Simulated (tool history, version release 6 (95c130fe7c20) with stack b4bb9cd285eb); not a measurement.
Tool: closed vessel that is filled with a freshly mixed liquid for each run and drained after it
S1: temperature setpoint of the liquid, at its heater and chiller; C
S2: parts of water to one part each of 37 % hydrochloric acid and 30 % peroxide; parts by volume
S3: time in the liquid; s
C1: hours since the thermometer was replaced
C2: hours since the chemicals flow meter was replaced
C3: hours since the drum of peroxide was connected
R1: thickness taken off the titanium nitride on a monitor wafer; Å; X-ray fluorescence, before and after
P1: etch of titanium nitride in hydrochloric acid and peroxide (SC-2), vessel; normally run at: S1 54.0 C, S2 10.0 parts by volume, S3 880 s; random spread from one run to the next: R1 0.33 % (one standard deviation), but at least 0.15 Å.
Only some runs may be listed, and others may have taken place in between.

{"run": 1, "day": 0.433, "S1": 54.0, "S2": 10.0, "S3": 880, "C1": 724.7, "C2": 811.7, "C3": 263.9, "R1": 401.03}
{"run": 2, "day": 1.088, "S1": 54.0, "S2": 10.0, "S3": 880, "C1": 740.4, "C2": 827.4, "C3": 279.6, "R1": 400.18}
{"run": 3, "day": 1.754, "S1": 54.0, "S2": 10.0, "S3": 70, "C1": 756.4, "C2": 843.4, "C3": 295.6, "R1": 31.745}
{"run": 4, "day": 2.067, "S1": 54.0, "S2": 10.0, "S3": 880, "C1": 763.9, "C2": 850.9, "C3": 303.1, "R1": 401.67}
{"run": 5, "day": 2.692, "S1": 54.0, "S2": 4.0, "S3": 880, "C1": 778.9, "C2": 865.9, "C3": 318.1, "R1": 805.58}
{"run": 6, "day": 3.125, "S1": 54.0, "S2": 10.0, "S3": 880, "C1": 789.3, "C2": 876.3, "C3": 328.5, "R1": 402.45}
{"run": 7, "day": 3.412, "S1": 54.0, "S2": 10.0, "S3": 880, "C1": 796.2, "C2": 883.2, "C3": 335.4, "R1": 400.32}
{"run": 8, "day": 3.783, "S1": 69.5, "S2": 10.0, "S3": 880, "C1": 805.1, "C2": 892.1, "C3": 344.3, "R1": 1052.3}
{"run": 9, "day": 4.417, "S1": 38.5, "S2": 10.0, "S3": 35, "C1": 820.3, "C2": 907.3, "C3": 359.5, "R1": 5.4804}
{"run": 10, "day": 4.979, "S1": 54.0, "S2": 6.0, "S3": 1495, "C1": 833.8, "C2": 920.8, "C3": 373.0, "R1": 1024.8}
{"run": 11, "day": 5.45, "S1": 68.5, "S2": 10.0, "S3": 500, "C1": 845.1, "C2": 932.1, "C3": 384.3, "R1": 560.36}
{"run": 12, "day": 5.892, "S1": 54.0, "S2": 10.0, "S3": 1335, "C1": 855.7, "C2": 942.7, "C3": 394.9, "R1": 604.68}
{"run": 13, "day": 6.317, "S1": 54.0, "S2": 10.0, "S3": 880, "C1": 865.9, "C2": 952.9, "C3": 405.1, "R1": 398.62}
{"run": 14, "day": 6.617, "S1": 44.5, "S2": 10.0, "S3": 880, "C1": 873.1, "C2": 960.1, "C3": 412.3, "R1": 213.01}
{"run": 15, "day": 6.967, "S1": 54.0, "S2": 17.5, "S3": 880, "C1": 881.5, "C2": 968.5, "C3": 420.7, "R1": 246.03}
{"run": 16, "day": 7.346, "S1": 54.0, "S2": 10.0, "S3": 880, "C1": 890.6, "C2": 977.6, "C3": 429.8, "R1": 399.27}
{"run": 17, "day": 7.908, "S1": 54.0, "S2": 10.0, "S3": 880, "C1": 904.1, "C2": 991.1, "C3": 443.3, "R1": 383.76}
{"run": 18, "day": 8.25, "S1": 54.0, "S2": 10.0, "S3": 880, "C1": 912.3, "C2": 999.3, "C3": 451.5, "R1": 377.32}

The next listed run, before its measurement:
{"run": 19, "day": 8.65, "S1": 54.0, "S2": 10.0, "S3": 880, "C1": 921.9, "C2": 1008.9, "C3": 461.1, "R1": "?"}

{"run 19": {"R1": 371.08}}
